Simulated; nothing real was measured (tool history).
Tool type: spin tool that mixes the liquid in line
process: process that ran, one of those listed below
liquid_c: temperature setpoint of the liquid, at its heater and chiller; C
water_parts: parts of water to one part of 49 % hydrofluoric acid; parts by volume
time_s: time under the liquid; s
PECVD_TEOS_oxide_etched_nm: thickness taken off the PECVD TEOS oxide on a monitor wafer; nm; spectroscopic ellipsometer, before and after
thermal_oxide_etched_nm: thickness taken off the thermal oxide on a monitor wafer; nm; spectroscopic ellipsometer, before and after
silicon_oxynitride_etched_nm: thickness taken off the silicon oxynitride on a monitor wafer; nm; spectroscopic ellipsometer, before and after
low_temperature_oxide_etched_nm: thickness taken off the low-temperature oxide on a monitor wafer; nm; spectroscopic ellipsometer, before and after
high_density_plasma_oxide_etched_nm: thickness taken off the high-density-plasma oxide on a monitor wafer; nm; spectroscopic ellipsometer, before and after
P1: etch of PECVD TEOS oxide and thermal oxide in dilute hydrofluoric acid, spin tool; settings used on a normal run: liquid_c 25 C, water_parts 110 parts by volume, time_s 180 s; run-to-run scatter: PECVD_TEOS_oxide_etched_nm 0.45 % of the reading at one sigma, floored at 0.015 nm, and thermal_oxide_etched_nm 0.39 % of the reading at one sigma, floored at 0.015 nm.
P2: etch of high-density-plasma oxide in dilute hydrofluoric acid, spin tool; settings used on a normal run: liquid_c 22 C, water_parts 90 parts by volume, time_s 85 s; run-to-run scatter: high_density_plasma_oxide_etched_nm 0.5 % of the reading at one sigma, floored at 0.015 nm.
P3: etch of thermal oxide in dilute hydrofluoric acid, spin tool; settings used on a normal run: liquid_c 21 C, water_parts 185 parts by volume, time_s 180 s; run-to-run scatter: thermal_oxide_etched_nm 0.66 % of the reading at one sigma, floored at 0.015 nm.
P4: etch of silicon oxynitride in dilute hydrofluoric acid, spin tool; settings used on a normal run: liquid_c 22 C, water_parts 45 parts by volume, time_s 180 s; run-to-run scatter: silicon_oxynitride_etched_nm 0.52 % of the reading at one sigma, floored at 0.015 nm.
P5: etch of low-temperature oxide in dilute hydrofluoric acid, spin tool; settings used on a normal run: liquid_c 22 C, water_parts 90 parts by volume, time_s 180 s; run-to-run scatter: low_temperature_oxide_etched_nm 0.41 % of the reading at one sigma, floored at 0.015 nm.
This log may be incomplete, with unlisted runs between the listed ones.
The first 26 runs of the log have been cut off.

run   hour  process  liquid_c  water_parts  time_s  PECVD_TEOS_oxide_etched_nm  thermal_oxide_etched_nm  silicon_oxynitride_etched_nm  low_temperature_oxide_etched_nm  high_density_plasma_oxide_etched_nm
 27  288.8       P5      27.5           90     180                                                                                                               47.33
 28    297       P1        25          110      15                      1.6955                  0.65908
 29  303.8       P1        25          180     295                      19.127                   7.2614
 30  318.4       P5        22           30     180                                                                                                              122.22
 31  331.2       P1        25          110     180                      20.828                   7.8377
 32  338.7       P2        28           90      85                                                                                                                                                   5.8577
 33  347.9       P2        22          165      85                                                                                                                                                    2.288
 34    356       P1        25          110     180                      20.774                   7.8139
 35  370.2       P1        25          110     180                      21.766                   8.1955
 36  379.3       P1        25          110     180                      22.099                   8.3059
 37  394.4       P1        25          110     180                      22.292                   8.3961
 38  402.8       P1        25          110     180                       22.47                   8.4662
 39  414.9       P1        25          110     180                       22.66                   8.5521

Expected results for the next run?
 40  426.7       P1        25          110     180                           ?                        ?

PECVD_TEOS_oxide_etched_nm: 22.779 nm
thermal_oxide_etched_nm: 8.5868 nm
